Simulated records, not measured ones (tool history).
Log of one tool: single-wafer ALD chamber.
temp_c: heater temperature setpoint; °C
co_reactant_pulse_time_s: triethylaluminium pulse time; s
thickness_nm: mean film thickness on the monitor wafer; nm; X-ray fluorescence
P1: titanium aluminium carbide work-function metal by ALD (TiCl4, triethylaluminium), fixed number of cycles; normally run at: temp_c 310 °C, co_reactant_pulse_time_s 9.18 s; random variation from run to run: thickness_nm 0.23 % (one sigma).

run,hour,temp_c,co_reactant_pulse_time_s,hours since the last thermocouple change,hours since the last triethylaluminium bottle change,thickness_nm
1,9.2,310,9.18,467.0,479.3,2.0901
2,19.0,325,12.49,476.8,489.1,2.2806
3,33.2,310,3.92,491.0,503.3,1.6074
4,45.6,324,9.18,503.4,515.7,2.2096
5,64.3,310,9.18,522.1,534.4,2.0865
6,75.3,310,9.18,533.1,545.4,2.0967
7,85.8,310,14.71,543.6,555.9,2.1591
8,99.5,286,4.77,557.3,569.6,1.5849
9,116.4,310,9.18,574.2,586.5,2.0910

Forecast run 10:
10,125.7,289,9.18,583.5,595.8,?

thickness_nm: 1.9119 nm

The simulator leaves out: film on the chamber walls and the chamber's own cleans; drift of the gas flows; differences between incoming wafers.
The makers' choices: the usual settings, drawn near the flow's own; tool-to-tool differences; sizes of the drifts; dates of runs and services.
